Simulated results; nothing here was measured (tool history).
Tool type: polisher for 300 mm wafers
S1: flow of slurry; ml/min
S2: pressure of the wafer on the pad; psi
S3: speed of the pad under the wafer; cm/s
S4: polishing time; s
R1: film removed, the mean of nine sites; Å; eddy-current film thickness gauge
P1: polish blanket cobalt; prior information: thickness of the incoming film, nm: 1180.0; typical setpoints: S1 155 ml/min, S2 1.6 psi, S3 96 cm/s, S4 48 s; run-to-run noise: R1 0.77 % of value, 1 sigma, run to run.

Run 1, day 0.733: S1 155 ml/min, S2 1.6 psi, S3 96 cm/s, S4 48 s. Result: R1 2098.4 Å.
Run 2, day 1.508: S1 235 ml/min, S2 2.4 psi, S3 96 cm/s, S4 48 s. Result: R1 3276.7 Å.
Run 3, day 1.908: S1 155 ml/min, S2 1.6 psi, S3 96 cm/s, S4 48 s. Result: R1 2067.4 Å.
Run 4, day 2.483: S1 115 ml/min, S2 1.6 psi, S3 62 cm/s, S4 48 s. Result: R1 1259.9 Å.
Run 5, day 2.9: S1 95 ml/min, S2 1.6 psi, S3 96 cm/s, S4 48 s. Result: R1 1880 Å.
Run 6, day 3.408: S1 155 ml/min, S2 1.6 psi, S3 96 cm/s, S4 48 s. Result: R1 2087.9 Å.
Run 7, day 3.888: S1 215 ml/min, S2 1.6 psi, S3 96 cm/s, S4 48 s. Result: R1 2140.7 Å.
Run 8, day 4.675: S1 155 ml/min, S2 1.6 psi, S3 96 cm/s, S4 28 s. Result: R1 1207.7 Å.
Run 9, day 5.462: S1 155 ml/min, S2 1.6 psi, S3 96 cm/s, S4 48 s. Result: R1 2084.8 Å.
Run 10, day 6.033: S1 155 ml/min, S2 1.6 psi, S3 130 cm/s, S4 48 s. Result: R1 2802.6 Å.
Run 11, day 6.521: S1 155 ml/min, S2 1.6 psi, S3 96 cm/s, S4 48 s. Result: R1 2067 Å.
Run 12, day 7.071: S1 155 ml/min, S2 1.6 psi, S3 68 cm/s, S4 48 s. Result: R1 1473.8 Å.
Run 13, day 7.529: S1 155 ml/min, S2 1.6 psi, S3 96 cm/s, S4 76 s. Result: R1 3249.8 Å.
Run 14, day 7.912: S1 155 ml/min, S2 2.5 psi, S3 96 cm/s, S4 48 s. Result: R1 3227.5 Å.
Run 15, day 8.504: S1 155 ml/min, S2 0.9 psi, S3 96 cm/s, S4 48 s. Result: R1 1166.1 Å.
Run 16, day 9.042: S1 155 ml/min, S2 1.6 psi, S3 96 cm/s, S4 48 s. Result: R1 2072.6 Å.
Run 17, day 9.454: S1 155 ml/min, S2 1.6 psi, S3 96 cm/s, S4 48 s. Result: R1 2025.1 Å.
Run 18, day 9.942: S1 155 ml/min, S2 1.6 psi, S3 96 cm/s, S4 48 s. Result: R1 2002.7 Å.

Run 19, settings as shown, results not yet in. Your forecast:
Run 19, day 10.596: S1 155 ml/min, S2 1.6 psi, S3 96 cm/s, S4 48 s. Result: R1 ?.

Run 19 gave R1 1987.1 Å.

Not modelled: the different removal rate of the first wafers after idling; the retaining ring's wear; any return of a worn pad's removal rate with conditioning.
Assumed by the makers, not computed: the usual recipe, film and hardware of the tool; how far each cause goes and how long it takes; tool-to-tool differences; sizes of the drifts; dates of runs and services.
